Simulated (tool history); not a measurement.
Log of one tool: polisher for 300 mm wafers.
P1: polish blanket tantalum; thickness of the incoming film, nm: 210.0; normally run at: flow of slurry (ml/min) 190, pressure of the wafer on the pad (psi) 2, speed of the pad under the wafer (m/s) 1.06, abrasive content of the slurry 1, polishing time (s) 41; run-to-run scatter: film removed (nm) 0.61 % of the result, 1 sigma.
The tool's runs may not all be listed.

run,day,flow of slurry (ml/min),pressure of the wafer on the pad (psi),speed of the pad under the wafer (m/s),abrasive content of the slurry,polishing time (s),wafers polished on this pad,hours since the slurry nozzle was cleaned,hours since the head pressure was calibrated,hours since the slurry blender was calibrated,film removed (nm)
1,0.475,190,2,1.06,1,41,602,51.8,542.6,272,62.263
2,1.021,190,2,1.06,1,62,701,64.9,555.7,285.1,93.745
3,1.592,190,2,1.06,1,41,805,78.6,569.4,298.8,62.386
4,2.342,190,2,1.06,1,41,941,96.6,587.4,316.8,62.097
5,2.771,190,2.8,1.06,1,24,1019,106.9,597.7,327.1,50.976
6,3.288,190,2,1.06,0.55,41,1113,119.3,610.1,339.5,49.637
7,3.746,190,2,1.44,1,41,1196,130.3,621.1,350.5,84.115
8,4.358,135,3.1,1.06,1,41,1308,145,635.8,365.2,91.073
9,4.758,295,2,1.06,1,41,1380,154.6,645.4,374.8,65.377
# day 4.992: head pressure recalibrated
10,5.271,190,2,0.6,1,41,1473,166.9,6.7,387.1,35.364
11,5.842,190,2,1.06,1.45,41,1577,180.6,20.4,400.8,67.944
12,6.312,140,2,1.06,1,41,1663,191.9,31.7,412.1,58.907
13,6.679,190,2,1.06,1,27,1729,200.7,40.5,420.9,40.855
14,7.208,190,2.9,1.06,1,41,1825,213.4,53.2,433.6,90.707
15,7.908,190,2,1.06,1,41,1953,230.2,70,450.4,61.59
16,8.417,190,1,1.06,1,41,2045,242.4,82.2,462.6,30.927
17,8.929,190,2,1.06,1,41,2138,254.7,94.5,474.9,61.6
18,9.554,240,2,1.06,1,30,2252,269.7,109.5,489.9,46.953
19,10.221,190,2,1.06,1,41,2373,285.7,125.5,505.9,62.033
20,10.725,190,2,1.06,1,41,2464,297.8,137.6,518,60.93
21,11.088,190,2,1.06,1,41,2530,306.5,146.3,526.7,60.826
22,11.775,190,2,1.06,1,41,2655,323,162.8,543.2,58.92
23,12.521,190,2,1.06,1,41,2791,340.9,180.7,561.1,58.475
24,12.921,190,2,1.06,1,41,2863,350.5,190.3,570.7,57.906
# day 13.442: slurry blender recalibrated
# day 13.454: worn pad replaced by a new one
25,13.525,190,2,1.06,1,41,13,365,204.8,2.1,57.463
26,14.108,190,2,1.06,1,41,119,379,218.8,16.1,57.325
27,14.604,190,2,1.06,1,41,209,390.9,230.7,28,57.171
28,15.121,190,2,1.06,1,41,303,403.3,243.1,40.4,56.714
29,15.8,190,2,1.06,1,41,426,419.6,259.4,56.7,56.702

What P1 gives has crept away from where it was. These 2 causes fit the log equally well, each at the size given:
A: slurry flow missing at the pad, % = 38.9
B: head's pressure below its setpoint, % = 8.32
The creep began at about day 10.221.
Why every other cause is out:
removal rate lost through wear of the pad, %: serviced at day 13.454, which brought nothing back
abrasive missing from the slurry, %: serviced at day 13.442, which brought nothing back

4 check runs are offered, each on 3 wafers whose results are averaged, their results left as question marks. Which one tells the causes apart?
check 1,16.479,290,2,0.72,1,41,,,,,?
check 2,16.479,190,1.5,1.06,1.4,41,,,,,?
check 3,16.479,190,2,0.64,1,41,,,,,?
check 4,16.479,190,1.1,1.06,1.2,41,,,,,?

What each check would give under each cause:
check,result,if A,if B
check 1,film removed (nm),41.792,40.627
check 2,film removed (nm),46.527,46.532
check 3,film removed (nm),34.398,34.402
check 4,film removed (nm),32.901,32.905
How far apart the two closest causes lie, in the result that separates them most: check 1 2.83 %; check 2 0.01 %; check 3 0.01 %; check 4 0.01 %
Only check 1 tells the causes apart: in the others they would give nearly the same result.

Then check 1 was run and gave: film removed (nm) 41.749. Which cause is it?

It is A: slurry flow missing at the pad, %.
